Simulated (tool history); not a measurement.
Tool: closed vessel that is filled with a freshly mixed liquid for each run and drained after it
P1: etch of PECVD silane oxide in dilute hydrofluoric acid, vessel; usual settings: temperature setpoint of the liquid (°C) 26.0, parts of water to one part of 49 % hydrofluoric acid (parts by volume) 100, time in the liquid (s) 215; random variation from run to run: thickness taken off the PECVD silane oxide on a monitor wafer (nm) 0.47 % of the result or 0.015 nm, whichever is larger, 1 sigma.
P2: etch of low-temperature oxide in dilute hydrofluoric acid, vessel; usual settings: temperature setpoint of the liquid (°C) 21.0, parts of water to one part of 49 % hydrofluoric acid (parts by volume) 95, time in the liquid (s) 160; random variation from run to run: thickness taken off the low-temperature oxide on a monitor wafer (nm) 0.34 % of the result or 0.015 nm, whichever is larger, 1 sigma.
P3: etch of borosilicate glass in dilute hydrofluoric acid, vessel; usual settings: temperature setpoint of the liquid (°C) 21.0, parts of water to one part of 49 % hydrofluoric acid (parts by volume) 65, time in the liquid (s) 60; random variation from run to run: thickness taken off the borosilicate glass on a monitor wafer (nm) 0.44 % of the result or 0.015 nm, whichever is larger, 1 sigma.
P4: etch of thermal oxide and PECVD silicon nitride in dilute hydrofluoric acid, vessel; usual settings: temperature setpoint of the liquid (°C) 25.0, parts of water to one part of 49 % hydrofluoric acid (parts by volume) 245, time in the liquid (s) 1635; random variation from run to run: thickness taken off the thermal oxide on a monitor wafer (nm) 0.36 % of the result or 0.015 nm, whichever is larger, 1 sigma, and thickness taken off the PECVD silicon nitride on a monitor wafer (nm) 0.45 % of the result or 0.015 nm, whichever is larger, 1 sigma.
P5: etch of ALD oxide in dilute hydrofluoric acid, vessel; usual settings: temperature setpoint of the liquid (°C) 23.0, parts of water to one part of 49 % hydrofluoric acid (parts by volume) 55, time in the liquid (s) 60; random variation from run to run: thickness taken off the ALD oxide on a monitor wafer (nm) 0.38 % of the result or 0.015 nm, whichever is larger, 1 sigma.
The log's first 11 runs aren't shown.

run   hour  process that ran  temperature setpoint of the liquid (°C)  parts of water to one part of 49 % hydrofluoric acid (parts by volume)  time in the liquid (s)  thickness taken off the PECVD silane oxide on a monitor wafer (nm)  thickness taken off the borosilicate glass on a monitor wafer (nm)  thickness taken off the low-temperature oxide on a monitor wafer (nm)  thickness taken off the thermal oxide on a monitor wafer (nm)  thickness taken off the PECVD silicon nitride on a monitor wafer (nm)  thickness taken off the ALD oxide on a monitor wafer (nm)
 12  158.7                P3                                     17.0                                                                      65                      60                                                                                                                                  24.832
 13  177.3                P1                                     26.0                                                                     100                     215                                                              49.420
 14  190.8                P3                                     21.0                                                                      65                      60                                                                                                                                  29.214
 15  201.4                P1                                     26.0                                                                     100                     215                                                              50.035
 16  215.3                P2                                     21.0                                                                      20                     160                                                                                                                                                                                                       155.9700
 17  231.7                P1                                     33.0                                                                     100                     215                                                              64.850
 18  241.1                P1                                     26.0                                                                     100                     310                                                              72.229
 19  255.7                P4                                     25.0                                                                     245                     750                                                                                                                                                                                                                                                                        12.223                                                                 8.7448
 20  264.2                P4                                     20.5                                                                     245                    1635                                                                                                                                                                                                                                                                        22.662                                                                14.4560
 21  275.6                P5                                     23.0                                                                      55                      60                                                                                                                                                                                                                                                                                                                                                                                                         17.3070
 22  283.8                P1                                     26.0                                                                      40                     215                                                             135.740
 23  297.8                P2                                     28.5                                                                      95                     160                                                                                                                                                                                                        40.4540
 24  312.8                P1                                     26.0                                                                     100                     215                                                              49.889
 25  323.5                P1                                     26.0                                                                     100                     215                                                              49.795
 26  336.1                P1                                     26.0                                                                     155                     215                                                              30.037
 27  351.9                P1                                     19.0                                                                     100                     420                                                              73.802
 28  360.3                P5                                     23.0                                                                      55                      30                                                                                                                                                                                                                                                                                                                                                                                                          8.6278
 29  374.3                P1                                     26.0                                                                     100                      55                                                              12.683
 30  391.3                P4                                     25.0                                                                     245                    1635                                                                                                                                                                                                                                                                        26.697                                                                19.0030
 31  405.6                P1                                     26.0                                                                     100                     215                                                              49.866
 32  418.5                P3                                     21.0                                                                      65                      60                                                                                                                                  29.345
 33  432.0                P1                                     26.0                                                                     100                     215                                                              49.478
 34  446.3                P1                                     26.0                                                                     100                     215                                                              48.286
 35  459.5                P1                                     26.0                                                                     100                     215                                                              47.640

Run 36 comes next. What will it give?
 36  468.6                P1                                     26.0                                                                     100                     215                                                                   ?

Run 36 gave thickness taken off the PECVD silane oxide on a monitor wafer (nm) 47.437.

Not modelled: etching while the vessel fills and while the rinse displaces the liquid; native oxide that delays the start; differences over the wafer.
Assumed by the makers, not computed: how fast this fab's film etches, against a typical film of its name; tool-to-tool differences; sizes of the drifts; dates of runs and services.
